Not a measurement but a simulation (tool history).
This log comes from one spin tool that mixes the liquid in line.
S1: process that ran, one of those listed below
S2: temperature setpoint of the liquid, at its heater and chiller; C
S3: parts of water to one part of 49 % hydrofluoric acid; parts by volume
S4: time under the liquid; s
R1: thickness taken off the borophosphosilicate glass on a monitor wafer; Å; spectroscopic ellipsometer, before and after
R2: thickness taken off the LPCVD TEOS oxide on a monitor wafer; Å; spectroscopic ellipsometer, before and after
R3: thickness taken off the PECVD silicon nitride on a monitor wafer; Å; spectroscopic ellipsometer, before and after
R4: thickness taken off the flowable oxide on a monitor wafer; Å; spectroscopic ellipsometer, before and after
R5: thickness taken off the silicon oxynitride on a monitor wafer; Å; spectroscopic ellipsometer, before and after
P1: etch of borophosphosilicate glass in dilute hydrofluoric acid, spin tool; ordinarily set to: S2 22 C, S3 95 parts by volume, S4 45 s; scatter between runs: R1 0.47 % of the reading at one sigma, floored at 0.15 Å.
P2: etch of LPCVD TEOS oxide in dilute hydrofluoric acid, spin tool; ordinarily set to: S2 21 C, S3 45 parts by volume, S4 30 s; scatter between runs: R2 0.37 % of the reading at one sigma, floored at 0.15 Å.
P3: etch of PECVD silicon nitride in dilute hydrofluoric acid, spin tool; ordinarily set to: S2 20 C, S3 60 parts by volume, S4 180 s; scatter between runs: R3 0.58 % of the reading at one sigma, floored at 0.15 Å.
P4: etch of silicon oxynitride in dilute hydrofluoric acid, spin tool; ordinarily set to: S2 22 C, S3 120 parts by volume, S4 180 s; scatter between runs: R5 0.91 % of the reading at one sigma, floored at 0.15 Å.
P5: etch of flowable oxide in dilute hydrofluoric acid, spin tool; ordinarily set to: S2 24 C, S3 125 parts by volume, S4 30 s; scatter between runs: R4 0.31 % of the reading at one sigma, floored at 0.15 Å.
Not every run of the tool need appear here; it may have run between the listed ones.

run	hour	S1	S2	S3	S4	R1	R2	R3	R4	R5
1	2.2	P1	22	95	45	163.62				
2	4.2	P1	22	55	45	301.85				
3	7.8	P1	22	95	15	54.701				
4	10.2	P2	21	65	30		118.26			
5	12.1	P1	22	170	45	84.374				
6	14.8	P1	22	95	85	313.35				
7	18	P1	22	95	45	164.14				
8	20.5	P3	27	60	180			66.382		
9	23.9	P1	17	95	45	133.9				
10	27	P5	24	125	30				106.74	
11	31.1	P1	17	95	65	193.01				
12	34.4	P1	22	95	45	162.96				
13	37.1	P5	24	125	30				106.78	
14	40	P4	22	170	180					19.037
# hour 41.8: thermometer replaced
15	43.2	P3	20	95	180			26.519		
16	46.3	P3	20	60	180			41.603		
17	49.9	P5	24	180	30				69.776	
18	53.6	P1	22	95	45	164.6				
19	56.1	P4	22	120	100					15.683
20	58.4	P2	17	45	30		147.42			
21	62.3	P3	20	60	345			80.096		
22	65.3	P4	17	120	180					21.641
23	67.3	P2	21	45	30		176.45			
24	70.8	P1	22	95	45	164.22				
25	72.6	P2	21	45	30		176.05			
26	74.6	P5	19	125	30				87.321	
27	78.6	P1	27	95	45	200.45				
28	82	P1	22	95	45	164.51				
29	85.3	P4	22	120	180					27.571
30	88.3	P5	24	125	15				53.668	
31	91.5	P2	21	45	60		352.32			
32	94.5	P1	22	95	45	164.83				
33	96.7	P1	22	95	45	161.58				
34	100	P1	22	95	45	158.62				
35	103.7	P1	22	95	45	158.46				
36	106.7	P1	22	95	45	156.35				
37	110.6	P1	22	95	45	156.35				
38	113.1	P1	22	95	45	155.93				
39	116.1	P1	22	95	45	157.35				
40	118.6	P1	22	95	45	156.24				
41	121.3	P1	22	95	45	155.57				
42	123.4	P1	22	95	45	154.17				

What P1 gives has crept away from where it was. These 2 causes fit the log equally well, each at the size given:
A: liquid colder than its thermometer reads (K) = 1.43
B: hydrofluoric acid flow below the setpoint (%) = 5.07
The creep began at about hour 94.5.

4 check runs are offered, each on 2 wafers whose results are averaged, their results left as question marks. Which one tells the causes apart?
check 1	125.5	P2	21	45	30		?			
check 2	125.5	P5	24	125	30				?	
check 3	125.5	P4	22	120	180					?
check 4	125.5	P3	20	60	180			?		

If the cause were each of the candidates in turn, the checks would give the following:
check	result	if A	if B
check 1	R2	166.07	167.05
check 2	R4	100.97	100.57
check 3	R5	25.862	26.161
check 4	R3	37.386	39.257
Separation of the two closest causes in each check, using whichever result separates them best: check 1 0.59 %; check 2 0.39 %; check 3 1.15 %; check 4 4.88 %
Check 4 is the one run that separates the causes; every other check would come out nearly the same whichever cause is at work.

Here is what check 4 returned: R3 37.42 Å. Which cause is it?

The correct cause is A, namely: liquid colder than its thermometer reads (K).
